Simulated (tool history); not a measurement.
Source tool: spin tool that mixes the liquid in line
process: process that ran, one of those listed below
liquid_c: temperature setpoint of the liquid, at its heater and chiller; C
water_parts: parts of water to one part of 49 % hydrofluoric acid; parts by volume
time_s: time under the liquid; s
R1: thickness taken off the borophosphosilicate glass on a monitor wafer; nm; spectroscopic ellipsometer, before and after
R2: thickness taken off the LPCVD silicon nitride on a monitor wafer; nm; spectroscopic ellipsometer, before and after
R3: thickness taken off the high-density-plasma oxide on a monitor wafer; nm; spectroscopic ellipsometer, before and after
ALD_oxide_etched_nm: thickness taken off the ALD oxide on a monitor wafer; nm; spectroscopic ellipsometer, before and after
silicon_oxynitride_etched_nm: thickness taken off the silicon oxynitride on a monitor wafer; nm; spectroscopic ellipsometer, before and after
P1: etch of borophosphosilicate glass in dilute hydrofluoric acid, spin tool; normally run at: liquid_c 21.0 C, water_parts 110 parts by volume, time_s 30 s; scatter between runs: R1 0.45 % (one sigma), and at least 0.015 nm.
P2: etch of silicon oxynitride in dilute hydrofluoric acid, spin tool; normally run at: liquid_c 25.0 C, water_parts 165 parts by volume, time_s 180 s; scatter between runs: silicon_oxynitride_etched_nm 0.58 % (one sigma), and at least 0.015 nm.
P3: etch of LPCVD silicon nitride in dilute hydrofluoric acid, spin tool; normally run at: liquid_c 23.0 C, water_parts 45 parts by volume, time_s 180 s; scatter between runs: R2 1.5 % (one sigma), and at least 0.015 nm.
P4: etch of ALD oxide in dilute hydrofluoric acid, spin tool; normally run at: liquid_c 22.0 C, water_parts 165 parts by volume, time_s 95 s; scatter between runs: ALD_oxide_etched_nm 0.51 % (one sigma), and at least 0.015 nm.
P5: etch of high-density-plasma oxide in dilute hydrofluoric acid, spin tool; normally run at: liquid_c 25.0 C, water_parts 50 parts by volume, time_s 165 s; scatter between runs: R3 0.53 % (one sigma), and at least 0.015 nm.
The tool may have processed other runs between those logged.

{"run": 1, "hour": 11.8, "process": "P1", "liquid_c": 21.0, "water_parts": 110, "time_s": 30, "R1": 12.19}
{"run": 2, "hour": 23.8, "process": "P3", "liquid_c": 23.0, "water_parts": 75, "time_s": 180, "R2": 1.0104}
{"run": 3, "hour": 35.2, "process": "P5", "liquid_c": 19.5, "water_parts": 50, "time_s": 165, "R3": 14.411}
{"run": 4, "hour": 45.6, "process": "P3", "liquid_c": 23.0, "water_parts": 45, "time_s": 180, "R2": 1.6805}
{"run": 5, "hour": 63.1, "process": "P4", "liquid_c": 22.0, "water_parts": 95, "time_s": 95, "ALD_oxide_etched_nm": 23.549}
{"run": 6, "hour": 72.7, "process": "P5", "liquid_c": 25.0, "water_parts": 50, "time_s": 15, "R3": 1.6891}
{"run": 7, "hour": 89.7, "process": "P1", "liquid_c": 21.0, "water_parts": 110, "time_s": 30, "R1": 12.079}
{"run": 8, "hour": 105.4, "process": "P5", "liquid_c": 25.0, "water_parts": 20, "time_s": 165, "R3": 48.035}
{"run": 9, "hour": 122.1, "process": "P4", "liquid_c": 22.0, "water_parts": 165, "time_s": 95, "ALD_oxide_etched_nm": 12.584}
{"run": 10, "hour": 136.0, "process": "P3", "liquid_c": 31.5, "water_parts": 45, "time_s": 180, "R2": 2.9073}
{"run": 11, "hour": 149.3, "process": "P2", "liquid_c": 18.5, "water_parts": 165, "time_s": 180, "silicon_oxynitride_etched_nm": 3.8662}
{"run": 12, "hour": 161.5, "process": "P1", "liquid_c": 25.5, "water_parts": 110, "time_s": 30, "R1": 14.443}
{"run": 13, "hour": 170.4, "process": "P1", "liquid_c": 21.0, "water_parts": 110, "time_s": 15, "R1": 6.0275}
{"run": 14, "hour": 185.6, "process": "P1", "liquid_c": 21.0, "water_parts": 110, "time_s": 30, "R1": 12.053}
{"run": 15, "hour": 199.2, "process": "P1", "liquid_c": 21.0, "water_parts": 110, "time_s": 30, "R1": 12.155}
{"run": 16, "hour": 212.8, "process": "P3", "liquid_c": 23.0, "water_parts": 45, "time_s": 315, "R2": 2.8846}
{"run": 17, "hour": 223.2, "process": "P2", "liquid_c": 25.0, "water_parts": 165, "time_s": 290, "silicon_oxynitride_etched_nm": 8.3604}
{"run": 18, "hour": 238.0, "process": "P1", "liquid_c": 21.0, "water_parts": 110, "time_s": 60, "R1": 24.256}
{"run": 19, "hour": 245.7, "process": "P1", "liquid_c": 21.0, "water_parts": 40, "time_s": 30, "R1": 36.545}
{"run": 20, "hour": 255.4, "process": "P1", "liquid_c": 17.5, "water_parts": 20, "time_s": 30, "R1": 63.44}
{"run": 21, "hour": 273.0, "process": "P4", "liquid_c": 22.0, "water_parts": 165, "time_s": 30, "ALD_oxide_etched_nm": 3.9504}
{"run": 22, "hour": 281.7, "process": "P2", "liquid_c": 25.0, "water_parts": 165, "time_s": 180, "silicon_oxynitride_etched_nm": 5.201}
{"run": 23, "hour": 297.6, "process": "P4", "liquid_c": 17.0, "water_parts": 165, "time_s": 95, "ALD_oxide_etched_nm": 10.193}
{"run": 24, "hour": 314.6, "process": "P2", "liquid_c": 25.0, "water_parts": 270, "time_s": 180, "silicon_oxynitride_etched_nm": 2.9207}
{"run": 25, "hour": 322.7, "process": "P2", "liquid_c": 25.0, "water_parts": 165, "time_s": 180, "silicon_oxynitride_etched_nm": 5.187}
{"run": 26, "hour": 335.9, "process": "P1", "liquid_c": 21.0, "water_parts": 155, "time_s": 30, "R1": 8.1509}
{"run": 27, "hour": 347.2, "process": "P5", "liquid_c": 25.0, "water_parts": 50, "time_s": 165, "R3": 18.085}
{"run": 28, "hour": 357.3, "process": "P4", "liquid_c": 22.0, "water_parts": 165, "time_s": 95, "ALD_oxide_etched_nm": 12.577}
{"run": 29, "hour": 373.8, "process": "P1", "liquid_c": 21.0, "water_parts": 110, "time_s": 30, "R1": 12.064}
{"run": 30, "hour": 385.7, "process": "P1", "liquid_c": 21.0, "water_parts": 110, "time_s": 30, "R1": 12.029}
{"run": 31, "hour": 403.5, "process": "P1", "liquid_c": 17.5, "water_parts": 110, "time_s": 30, "R1": 10.443}
{"run": 32, "hour": 411.3, "process": "P1", "liquid_c": 21.0, "water_parts": 110, "time_s": 30, "R1": 12.065}
{"run": 33, "hour": 421.6, "process": "P1", "liquid_c": 21.0, "water_parts": 110, "time_s": 30, "R1": 11.888}
{"run": 34, "hour": 429.5, "process": "P1", "liquid_c": 21.0, "water_parts": 110, "time_s": 30, "R1": 11.613}
{"run": 35, "hour": 446.7, "process": "P1", "liquid_c": 21.0, "water_parts": 110, "time_s": 30, "R1": 11.338}
{"run": 36, "hour": 455.3, "process": "P1", "liquid_c": 21.0, "water_parts": 110, "time_s": 30, "R1": 11.315}
{"run": 37, "hour": 472.5, "process": "P1", "liquid_c": 21.0, "water_parts": 110, "time_s": 30, "R1": 11.173}
{"run": 38, "hour": 489.8, "process": "P1", "liquid_c": 21.0, "water_parts": 110, "time_s": 30, "R1": 11.043}
{"run": 39, "hour": 500.5, "process": "P1", "liquid_c": 21.0, "water_parts": 110, "time_s": 30, "R1": 11.056}
{"run": 40, "hour": 513.2, "process": "P1", "liquid_c": 21.0, "water_parts": 110, "time_s": 30, "R1": 11.061}
{"run": 41, "hour": 529.4, "process": "P1", "liquid_c": 21.0, "water_parts": 110, "time_s": 30, "R1": 11.019}
{"run": 42, "hour": 540.1, "process": "P1", "liquid_c": 21.0, "water_parts": 110, "time_s": 30, "R1": 10.895}
{"run": 43, "hour": 555.7, "process": "P1", "liquid_c": 21.0, "water_parts": 110, "time_s": 30, "R1": 11.109}

The output of P1 has drifted from where it used to be. Each of the 2 causes below, taken at the size shown beside it, accounts for the log equally well:
A: hydrofluoric acid flow below the setpoint (%) = 8.2
B: liquid colder than its thermometer reads (K) = 2.37
At approximately hour 411.3, the process output began to creep.

Which of the check runs below tells the causes apart, meaning the causes would give it clearly different results? Each run uses 5 wafers whose results are averaged, and each result is shown as a question mark.
{"run": "check 1", "hour": 571.3, "process": "P5", "liquid_c": 21.5, "water_parts": 50, "time_s": 15, "R3": "?"}
{"run": "check 2", "hour": 571.3, "process": "P4", "liquid_c": 17.5, "water_parts": 165, "time_s": 95, "ALD_oxide_etched_nm": "?"}
{"run": "check 3", "hour": 571.3, "process": "P2", "liquid_c": 20.0, "water_parts": 260, "time_s": 180, "silicon_oxynitride_etched_nm": "?"}
{"run": "check 4", "hour": 571.3, "process": "P3", "liquid_c": 30.0, "water_parts": 75, "time_s": 180, "R2": "?"}

Check results expected under each cause:
check=check_1 result=R3 if_A=1.3086 if_B=1.2966
check=check_2 result=ALD_oxide_etched_nm if_A=9.4970 if_B=9.5220
check=check_3 result=silicon_oxynitride_etched_nm if_A=2.2259 if_B=2.2069
check=check_4 result=R2 if_A=1.4616 if_B=1.3675
Distance between the nearest two causes, measured in the result of the check that separates them most: check 1 0.92 %; check 2 0.26 %; check 3 0.86 %; check 4 6.65 %
Check 4 tells the causes apart: in the others they would give nearly the same result.

Running check 4 produced the following: R2 1.3856 nm. Which one of the listed causes fits?

It was cause B: liquid colder than its thermometer reads (K).
